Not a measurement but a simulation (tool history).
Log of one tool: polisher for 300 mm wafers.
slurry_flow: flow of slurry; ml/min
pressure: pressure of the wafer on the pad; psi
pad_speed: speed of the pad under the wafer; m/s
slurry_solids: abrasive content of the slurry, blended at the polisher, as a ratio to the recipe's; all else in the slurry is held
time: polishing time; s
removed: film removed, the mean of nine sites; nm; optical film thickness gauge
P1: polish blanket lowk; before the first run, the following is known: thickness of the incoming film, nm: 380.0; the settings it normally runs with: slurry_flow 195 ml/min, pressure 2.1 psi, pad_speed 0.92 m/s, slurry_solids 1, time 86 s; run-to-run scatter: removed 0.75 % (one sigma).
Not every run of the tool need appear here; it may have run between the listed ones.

run	hour	slurry_flow	pressure	pad_speed	slurry_solids	time	wafers polished on this pad	hours since the slurry nozzle was cleaned	hours since the head pressure was calibrated	hours since the slurry blender was calibrated	hours since the conditioning disc was replaced	removed
1	15.6	195	2.1	0.92	1	86	641	278.2	194.2	334.7	72.9	41.752
2	31.7	195	2.1	0.92	1	86	837	294.3	210.3	350.8	89	42.152
3	48.6	195	2.1	1.38	1	86	1043	311.2	227.2	367.7	105.9	57.918
4	63.1	195	2.1	0.92	1	86	1220	325.7	241.7	382.2	120.4	41.771
5	78	195	1.1	0.92	1	86	1401	340.6	256.6	397.1	135.3	21.916
6	87.7	195	2.1	0.92	0.6	86	1520	350.3	266.3	406.8	145	32.148
7	105.6	195	2.1	0.92	1	41	1738	368.2	284.2	424.7	162.9	19.829
8	117.3	195	3.1	1.36	1	86	1880	379.9	295.9	436.4	174.6	84.536
9	130.3	195	2.1	0.92	1	86	2039	392.9	308.9	449.4	187.6	41.676
# hour 138: slurry blender recalibrated
10	141.8	195	2.1	0.92	1	86	2179	404.4	320.4	3.8	199.1	41.645
11	153.8	195	2.1	0.92	1	86	2325	416.4	332.4	15.8	211.1	41.786
12	164.9	195	2.1	0.92	1.35	65	2460	427.5	343.5	26.9	222.2	36.037
13	177.8	195	2.1	0.92	1.5	86	2617	440.4	356.4	39.8	235.1	48.755
14	191.4	195	2.1	0.92	1	86	2783	454	370	53.4	248.7	41.59
15	201.6	195	2.1	0.48	1	86	2907	464.2	380.2	63.6	258.9	24.657
16	216.6	195	2.9	0.92	1	86	3090	479.2	395.2	78.6	273.9	57.492
17	225	195	2.1	0.92	1	125	3192	487.6	403.6	87	282.3	60.491
18	241.5	115	2.1	0.92	1	86	3393	504.1	420.1	103.5	298.8	38.283
19	252.7	270	2.1	0.92	1	86	3530	515.3	431.3	114.7	310	43.298
20	261.7	195	2.1	0.92	1	86	3639	524.3	440.3	123.7	319	41.852
21	277.2	195	2.1	0.92	1	86	3828	539.8	455.8	139.2	334.5	39.51
22	288.3	195	2.1	0.92	1	86	3963	550.9	466.9	150.3	345.6	38.697
23	300.7	195	2.1	0.92	1	86	4114	563.3	479.3	162.7	358	37.754
24	311.5	195	2.1	0.92	1	86	4246	574.1	490.1	173.5	368.8	37.35
# hour 312.2: conditioning disc replaced and pad reconditioned
# hour 316.3: head pressure recalibrated
# hour 323.9: slurry nozzle cleaned
25	325.1	195	2.1	0.92	1	86	4412	1.2	8.9	187.1	13	36.764
26	335.6	195	2.1	0.92	1	86	4539	11.7	19.4	197.6	23.5	37.201
27	344.4	195	2.1	0.92	1	86	4647	20.5	28.2	206.4	32.3	36.86
28	356.7	195	2.1	0.92	1	86	4796	32.8	40.5	218.7	44.6	36.808

What P1 gives has crept away from where it was. These 2 causes fit the log equally well, each at the size given:
A: abrasive missing from the slurry, % = 23.2
B: removal rate lost through wear of the pad, % = 12.1
Onset of the creep was near hour 261.7.
What rules out each remaining cause:
slurry flow missing at the pad, %: serviced at hour 323.9, after the drift had started, without restoring the earlier output
head's pressure below its setpoint, %: serviced at hour 316.3, after the drift had started, without restoring the earlier output
time polished since the conditioner stopped cutting, s: serviced at hour 312.2, after the drift had started, without restoring the earlier output

Below are 4 check runs, each averaged over 5 wafers, with their results shown as question marks. Which of them would give clearly different results depending on which cause is behind the drift?
check 1	369	195	2.1	1.28	1.45	86						?
check 2	369	140	2.1	0.6	1	86						?
check 3	369	195	1.1	0.92	1	42						?
check 4	369	195	2.7	0.92	1	86						?

Predicted outcomes, by check and by cause:
check	result	if A	if B
check 1	removed	56.946	55.574
check 2	removed	24.7	24.693
check 3	removed	9.3789	9.376
check 4	removed	47.138	47.124
Smallest distance between any two causes, each pair judged by its most separating result, in per cent: check 1 2.44 %; check 2 0.03 %; check 3 0.03 %; check 4 0.03 %
Check 1 tells the causes apart: in the others they would give nearly the same result.

Here is what check 1 returned: removed 55.809 nm. Which cause is it?

It was cause B: removal rate lost through wear of the pad, %.
